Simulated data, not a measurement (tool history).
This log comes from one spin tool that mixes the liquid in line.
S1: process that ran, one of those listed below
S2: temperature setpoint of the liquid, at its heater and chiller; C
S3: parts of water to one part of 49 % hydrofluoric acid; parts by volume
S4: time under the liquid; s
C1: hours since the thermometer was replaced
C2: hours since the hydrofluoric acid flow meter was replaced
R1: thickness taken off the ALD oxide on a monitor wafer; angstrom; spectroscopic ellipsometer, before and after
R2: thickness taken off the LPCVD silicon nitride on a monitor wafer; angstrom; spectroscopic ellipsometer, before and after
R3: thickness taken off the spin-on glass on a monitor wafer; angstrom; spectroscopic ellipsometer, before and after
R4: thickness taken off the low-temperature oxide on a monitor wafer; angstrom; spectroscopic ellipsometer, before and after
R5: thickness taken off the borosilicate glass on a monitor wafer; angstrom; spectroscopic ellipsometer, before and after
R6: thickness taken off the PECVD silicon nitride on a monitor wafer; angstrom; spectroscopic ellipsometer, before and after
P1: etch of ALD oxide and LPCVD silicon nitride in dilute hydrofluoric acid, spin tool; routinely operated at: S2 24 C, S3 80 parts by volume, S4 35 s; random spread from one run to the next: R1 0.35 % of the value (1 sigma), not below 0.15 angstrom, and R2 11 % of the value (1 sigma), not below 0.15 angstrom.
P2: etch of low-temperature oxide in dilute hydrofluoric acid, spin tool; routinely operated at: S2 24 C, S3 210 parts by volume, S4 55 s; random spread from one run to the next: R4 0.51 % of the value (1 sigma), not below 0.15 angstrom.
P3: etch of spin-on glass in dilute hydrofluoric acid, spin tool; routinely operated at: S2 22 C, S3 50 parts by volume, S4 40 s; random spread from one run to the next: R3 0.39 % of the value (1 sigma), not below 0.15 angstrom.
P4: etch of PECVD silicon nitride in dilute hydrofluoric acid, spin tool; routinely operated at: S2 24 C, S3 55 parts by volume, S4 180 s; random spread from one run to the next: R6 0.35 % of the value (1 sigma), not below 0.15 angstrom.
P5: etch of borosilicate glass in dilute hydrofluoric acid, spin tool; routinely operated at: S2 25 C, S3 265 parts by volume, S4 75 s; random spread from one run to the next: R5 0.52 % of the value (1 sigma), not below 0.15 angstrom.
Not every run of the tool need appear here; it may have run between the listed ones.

run,hour,S1,S2,S3,S4,C1,C2,R1,R2,R3,R4,R5,R6
1,12.2,P1,24,80,35,1704.1,959.8,139.37,2.7068,,,,
2,21.2,P1,30.5,50,35,1713.1,968.8,301.51,4.9572,,,,
3,28,P1,24,80,15,1719.9,975.6,59.689,0.42832,,,,
4,36.5,P1,24,80,55,1728.4,984.1,218.44,3.5619,,,,
5,47.4,P1,29.5,80,35,1739.3,995,174.01,3.9218,,,,
6,60,P1,24,20,35,1751.9,1007.6,602.96,9.157,,,,
7,68,P3,22,70,40,1759.9,1015.6,,,200.52,,,
8,79.5,P2,24,325,55,1771.4,1027.1,,,,33.302,,
9,90,P1,24,80,35,1781.9,1037.6,138.74,2.3529,,,,
10,102.9,P5,17,265,75,1794.8,1050.5,,,,,50.484,
11,117.7,P1,24,125,35,1809.6,1065.3,84.093,1.4287,,,,
12,131.6,P1,24,55,15,1823.5,1079.2,89.282,1.7358,,,,
13,139.2,P4,24,55,180,1831.1,1086.8,,,,,,108.27
14,147.5,P3,22,50,70,1839.4,1095.1,,,501.7,,,
15,161.4,P2,17,210,55,1853.3,1109,,,,44.179,,
16,174.5,P3,29.5,50,40,1866.4,1122.1,,,386.83,,,
17,186,P5,25,265,75,1877.9,1133.6,,,,,67.688,
18,196.7,P1,24,80,35,1888.6,1144.3,138.53,2.1787,,,,
19,209.6,P4,24,55,180,1901.5,1157.2,,,,,,108.44
20,221.9,P1,20.5,145,35,1913.8,1169.5,61.829,0.97367,,,,
21,230.5,P5,25,50,75,1922.4,1178.1,,,,,462.85,
22,237.7,P1,24,80,35,1929.6,1185.3,139.07,1.7117,,,,
23,247.7,P2,24,210,15,1939.6,1195.3,,,,16.288,,
24,262.2,P2,24,210,55,1954.1,1209.8,,,,58.264,,
25,270,P1,17,80,35,1961.9,1217.6,103.86,1.3837,,,,
26,282.8,P4,24,20,180,1974.7,1230.4,,,,,,288.26
27,293.5,P4,24,55,305,1985.4,1241.1,,,,,,184.05
28,303.5,P5,25,265,15,1995.4,1251.1,,,,,13.834,
29,317.8,P4,18.5,55,180,2009.7,1265.4,,,,,,74.494
30,330.3,P3,22,50,40,2022.2,1277.9,,,285.29,,,
31,338.8,P1,24,80,35,2030.7,1286.4,138.92,2.8253,,,,
32,348,P1,24,80,35,2039.9,1295.6,142.74,2.8281,,,,
33,360.2,P1,24,80,35,2052.1,1307.8,145.19,2.753,,,,
34,366.9,P1,24,80,35,2058.8,1314.5,145.83,2.4796,,,,
35,379.6,P1,24,80,35,2071.5,1327.2,145.93,2.5839,,,,
36,387.7,P1,24,80,35,2079.6,1335.3,145.27,2.2953,,,,
37,399.7,P1,24,80,35,2091.6,1347.3,147.9,1.9339,,,,
38,411,P1,24,80,35,2102.9,1358.6,147.31,2.6081,,,,

Compared with where it was, what P1 gives has crept away. Each cause listed below fits the log as well as the rest, at the size given for it:
A: hydrofluoric acid flow above the setpoint (%) = 5.2
B: liquid hotter than its thermometer reads (K) = 1.4
The gradual shift began around hour 338.8.

The check runs listed below each take one wafer, and their results are still question marks. Under which run would the listed causes lead to clearly different results?
check 1,422.3,P5,19,265,25,,,,,,,?,
check 2,422.3,P2,24,210,15,,,,,,?,,
check 3,422.3,P4,20,55,305,,,,,,,,?
check 4,422.3,P3,29,50,40,,,,,?,,,

What each check would give under each cause:
check,result,if A,if B
check 1,R5,19.363,19.165
check 2,R4,16.853,16.672
check 3,R6,146.93,154.02
check 4,R3,401.47,401.75
Gap, in per cent, between the two causes that each check separates least, read from the result that separates them most: check 1 1.03 %; check 2 1.08 %; check 3 4.72 %; check 4 0.07 %
Check 3 distinguishes between the causes, while the remaining checks would return nearly the same result for all of them.

Running check 3 produced the following: R6 153.77 angstrom. Which one of the listed causes fits?

B is the cause: liquid hotter than its thermometer reads (K).
